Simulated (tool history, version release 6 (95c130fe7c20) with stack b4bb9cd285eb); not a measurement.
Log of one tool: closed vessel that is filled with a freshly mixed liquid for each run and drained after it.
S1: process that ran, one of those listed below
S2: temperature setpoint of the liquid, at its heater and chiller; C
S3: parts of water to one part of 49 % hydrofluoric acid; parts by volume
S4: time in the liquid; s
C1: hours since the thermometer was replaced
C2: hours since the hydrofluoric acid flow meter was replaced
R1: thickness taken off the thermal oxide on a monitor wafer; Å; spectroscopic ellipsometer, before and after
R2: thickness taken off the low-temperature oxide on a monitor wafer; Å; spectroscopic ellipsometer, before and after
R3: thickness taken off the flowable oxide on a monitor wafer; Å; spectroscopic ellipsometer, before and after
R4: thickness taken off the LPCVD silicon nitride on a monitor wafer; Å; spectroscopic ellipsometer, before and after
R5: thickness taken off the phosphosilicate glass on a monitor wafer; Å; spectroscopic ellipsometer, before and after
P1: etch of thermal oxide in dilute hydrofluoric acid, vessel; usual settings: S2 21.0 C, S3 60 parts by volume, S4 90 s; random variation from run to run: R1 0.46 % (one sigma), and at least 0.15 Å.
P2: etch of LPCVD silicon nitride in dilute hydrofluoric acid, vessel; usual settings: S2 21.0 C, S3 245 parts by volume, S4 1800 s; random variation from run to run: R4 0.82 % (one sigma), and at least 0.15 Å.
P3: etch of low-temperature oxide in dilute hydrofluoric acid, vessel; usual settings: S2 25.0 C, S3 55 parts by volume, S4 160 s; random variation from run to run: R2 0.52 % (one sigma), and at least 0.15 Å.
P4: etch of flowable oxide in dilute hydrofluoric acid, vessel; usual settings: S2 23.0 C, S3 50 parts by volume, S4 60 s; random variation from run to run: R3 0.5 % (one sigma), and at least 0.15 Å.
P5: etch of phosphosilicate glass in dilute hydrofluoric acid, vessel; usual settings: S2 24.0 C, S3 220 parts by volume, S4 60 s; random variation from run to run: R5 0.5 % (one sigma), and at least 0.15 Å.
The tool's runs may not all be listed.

run,hour,S1,S2,S3,S4,C1,C2,R1,R2,R3,R4,R5
1,8.3,P1,21.0,60,90,434.3,495.7,66.131,,,,
2,14.0,P3,33.5,55,160,440.0,501.4,,796.38,,,
3,19.6,P4,23.0,50,60,445.6,507.0,,,471.79,,
4,25.4,P2,21.0,245,1800,451.4,512.8,,,,32.714,
5,33.5,P1,21.0,60,90,459.5,520.9,66.416,,,,
6,44.3,P3,25.0,100,160,470.3,531.7,,291.66,,,
7,55.8,P1,21.0,60,90,481.8,543.2,66.401,,,,
8,67.6,P5,24.0,220,60,493.6,555.0,,,,,428.47
9,74.0,P1,17.0,60,135,500.0,561.4,84.011,,,,
10,81.5,P1,21.0,60,35,507.5,568.9,26.154,,,,
11,88.4,P5,24.0,75,60,514.4,575.8,,,,,1473.60
12,94.2,P5,24.0,220,30,520.2,581.6,,,,,211.99
13,104.9,P5,20.0,220,60,530.9,592.3,,,,,370.67
14,115.4,P1,21.0,60,90,541.4,602.8,66.802,,,,
15,125.7,P1,21.0,60,90,551.7,613.1,66.412,,,,
16,137.9,P3,25.0,55,160,563.9,625.3,,564.45,,,
17,146.5,P3,25.0,55,30,572.5,633.9,,106.76,,,
18,155.1,P4,23.0,50,60,581.1,642.5,,,471.83,,
19,161.2,P1,21.0,60,135,587.2,648.6,99.275,,,,
20,168.5,P1,21.0,25,90,594.5,655.9,167.780,,,,
21,176.4,P1,27.5,60,90,602.4,663.8,86.107,,,,
22,186.5,P1,17.0,60,90,612.5,673.9,56.469,,,,
23,196.8,P1,21.0,60,90,622.8,684.2,66.670,,,,
24,207.2,P4,23.0,20,60,633.2,694.6,,,1218.70,,
25,218.1,P2,17.0,245,1800,644.1,705.5,,,,25.380,
26,225.1,P2,21.0,50,1800,651.1,712.5,,,,157.260,
27,234.2,P4,18.5,50,60,660.2,721.6,,,390.98,,
28,240.7,P4,23.0,50,115,666.7,728.1,,,898.82,,
29,250.0,P1,21.0,95,90,676.0,737.4,40.619,,,,
30,260.2,P2,21.0,245,960,686.2,747.6,,,,17.403,
31,266.4,P5,24.0,220,60,692.4,753.8,,,,,424.08
32,275.2,P1,21.0,60,90,701.2,762.6,66.640,,,,
33,283.0,P1,21.0,60,90,709.0,770.4,67.778,,,,
34,294.8,P1,21.0,60,90,720.8,782.2,68.662,,,,
35,303.4,P1,21.0,60,90,729.4,790.8,69.299,,,,
36,315.9,P1,21.0,60,90,741.9,803.3,69.574,,,,
37,321.4,P1,21.0,60,90,747.4,808.8,69.799,,,,
38,328.9,P1,21.0,60,90,754.9,816.3,69.659,,,,
39,340.4,P1,21.0,60,90,766.4,827.8,70.549,,,,
40,350.6,P1,21.0,60,90,776.6,838.0,70.484,,,,
41,362.7,P1,21.0,60,90,788.7,850.1,70.486,,,,

What P1 gives has crept away from where it was. These 2 causes fit the log equally well, each at the size given:
A: liquid hotter than its thermometer reads (K) = 1.4
B: hydrofluoric acid flow above the setpoint (%) = 5.55
The creep began at about hour 275.2.

4 check runs are offered, each on 2 wafers whose results are averaged, their results left as question marks. Which one tells the causes apart?
check 1,374.8,P2,21.0,85,1800,,,,,,?,
check 2,374.8,P3,29.0,80,160,,,,?,,,
check 3,374.8,P4,18.5,50,95,,,,,?,,
check 4,374.8,P5,24.0,120,30,,,,,,,?

What each check would give under each cause:
check,result,if A,if B
check 1,R4,102.170,97.994
check 2,R2,464.60,467.64
check 3,R3,655.21,653.40
check 4,R5,461.03,464.39
How far apart the two closest causes lie, in the result that separates them most: check 1 4.17 %; check 2 0.65 %; check 3 0.28 %; check 4 0.73 %
Only check 1 tells the causes apart: in the others they would give nearly the same result.

Check 1 was then run and gave: R4 97.573 Å. Which cause is it?

It is B: hydrofluoric acid flow above the setpoint (%).
